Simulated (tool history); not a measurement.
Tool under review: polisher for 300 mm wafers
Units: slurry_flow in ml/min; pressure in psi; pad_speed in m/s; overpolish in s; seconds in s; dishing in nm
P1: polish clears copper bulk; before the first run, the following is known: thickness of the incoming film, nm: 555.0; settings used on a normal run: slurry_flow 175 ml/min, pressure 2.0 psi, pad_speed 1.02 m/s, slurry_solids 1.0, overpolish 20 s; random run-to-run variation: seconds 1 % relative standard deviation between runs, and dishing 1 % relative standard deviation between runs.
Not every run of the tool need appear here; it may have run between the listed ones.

| run | hour | slurry_flow | pressure | pad_speed | slurry_solids | overpolish | seconds | dishing |
|---|---|---|---|---|---|---|---|---|
| 1 | 10.9 | 175 | 2.0 | 1.02 | 1.0 | 20 | 84.697 | 69.752 |
| 2 | 22.5 | 175 | 2.0 | 1.02 | 1.0 | 6 | 84.860 | 27.833 |
| 3 | 36.3 | 175 | 2.0 | 1.02 | 1.0 | 20 | 83.347 | 69.289 |
|  | 42.3 | slurry nozzle cleaned |
| 4 | 44.7 | 230 | 2.0 | 1.02 | 1.0 | 20 | 81.998 | 71.797 |
| 5 | 59.1 | 175 | 3.1 | 1.02 | 1.0 | 20 | 53.952 | 98.526 |
| 6 | 71.2 | 175 | 2.0 | 1.02 | 1.0 | 20 | 84.923 | 71.011 |
| 7 | 83.1 | 175 | 2.0 | 1.02 | 1.0 | 20 | 85.136 | 70.115 |
| 8 | 90.6 | 175 | 2.0 | 0.52 | 1.0 | 20 | 165.490 | 43.195 |
| 9 | 98.9 | 175 | 2.0 | 1.02 | 1.0 | 30 | 83.966 | 87.312 |
| 10 | 107.2 | 175 | 0.9 | 1.02 | 1.0 | 20 | 184.400 | 35.730 |
| 11 | 116.5 | 175 | 2.0 | 1.02 | 0.6 | 20 | 92.956 | 65.442 |
| 12 | 123.6 | 175 | 2.0 | 1.02 | 1.0 | 20 | 82.742 | 69.140 |
|  | 125.0 | head pressure recalibrated |
| 13 | 135.4 | 105 | 2.0 | 1.02 | 1.0 | 20 | 92.509 | 65.438 |
| 14 | 146.8 | 175 | 2.0 | 1.02 | 1.0 | 20 | 85.309 | 69.423 |
| 15 | 161.3 | 175 | 2.8 | 1.02 | 1.0 | 30 | 60.939 | 111.470 |
| 16 | 169.5 | 175 | 2.0 | 1.42 | 1.0 | 20 | 60.731 | 84.262 |
| 17 | 183.1 | 175 | 2.0 | 1.02 | 1.4 | 20 | 78.288 | 73.864 |
| 18 | 191.5 | 175 | 2.0 | 1.02 | 1.0 | 20 | 83.509 | 69.587 |
| 19 | 199.7 | 175 | 2.0 | 1.02 | 1.0 | 20 | 87.329 | 69.022 |
| 20 | 213.1 | 175 | 2.0 | 1.02 | 1.0 | 20 | 90.821 | 66.648 |
| 21 | 224.1 | 175 | 2.0 | 1.02 | 1.0 | 20 | 89.979 | 67.575 |
| 22 | 230.9 | 175 | 2.0 | 1.02 | 1.0 | 20 | 92.387 | 66.301 |
|  | 237.8 | head pressure recalibrated |
| 23 | 245.0 | 175 | 2.0 | 1.02 | 1.0 | 20 | 92.080 | 66.327 |
|  | 257.5 | slurry blender recalibrated |
| 24 | 259.1 | 175 | 2.0 | 1.02 | 1.0 | 20 | 92.837 | 65.255 |
| 25 | 271.7 | 175 | 2.0 | 1.02 | 1.0 | 20 | 93.444 | 66.766 |
| 26 | 280.9 | 175 | 2.0 | 1.02 | 1.0 | 20 | 90.798 | 63.775 |

P1 has crept away from where it was. The log is fitted equally well by each of these 2 causes, at the sizes shown:
A: slurry flow missing at the pad, % = 38.8
B: removal rate lost through wear of the pad, % = 8.89
Creep in the process output first set in at about hour 191.5.
What rules out each remaining cause:
head's pressure below its setpoint, %: serviced at hour 237.8, which brought nothing back
abrasive missing from the slurry, %: serviced at hour 257.5, which brought nothing back

Consider the 4 check runs below, whose results appear as question marks and each of which averages 2 wafers. Which one distinguishes the causes, in that each cause would give it a clearly different result?
| check 1 | 290.1 | 175 | 2.0 | 1.02 | 1.00 | 8 | ? | ? |
| check 2 | 290.1 | 175 | 3.0 | 1.02 | 0.75 | 20 | ? | ? |
| check 3 | 290.1 | 175 | 1.0 | 1.02 | 1.00 | 20 | ? | ? |
| check 4 | 290.1 | 105 | 2.0 | 1.02 | 1.00 | 20 | ? | ? |

Predicted outcomes, by check and by cause:
| check | result | if A | if B |
|---|---|---|---|
| check 1 | seconds | 92.512 | 92.501 |
| check 1 | dishing | 32.688 | 32.691 |
| check 2 | seconds | 65.526 | 65.518 |
| check 2 | dishing | 87.296 | 87.303 |
| check 3 | seconds | 185.020 | 185.000 |
| check 3 | dishing | 36.350 | 36.354 |
| check 4 | seconds | 107.590 | 102.020 |
| check 4 | dishing | 59.317 | 61.522 |
Per check, the gap between the least separated pair of causes, taken in the result that splits them most: check 1 0.01 %; check 2 0.01 %; check 3 0.01 %; check 4 5.32 %
Check 4 tells the causes apart: in the others they would give nearly the same result.

Then check 4 was run and gave: seconds 101.810 s; dishing 60.612 nm. Which cause is it?

It was cause B: removal rate lost through wear of the pad, %.

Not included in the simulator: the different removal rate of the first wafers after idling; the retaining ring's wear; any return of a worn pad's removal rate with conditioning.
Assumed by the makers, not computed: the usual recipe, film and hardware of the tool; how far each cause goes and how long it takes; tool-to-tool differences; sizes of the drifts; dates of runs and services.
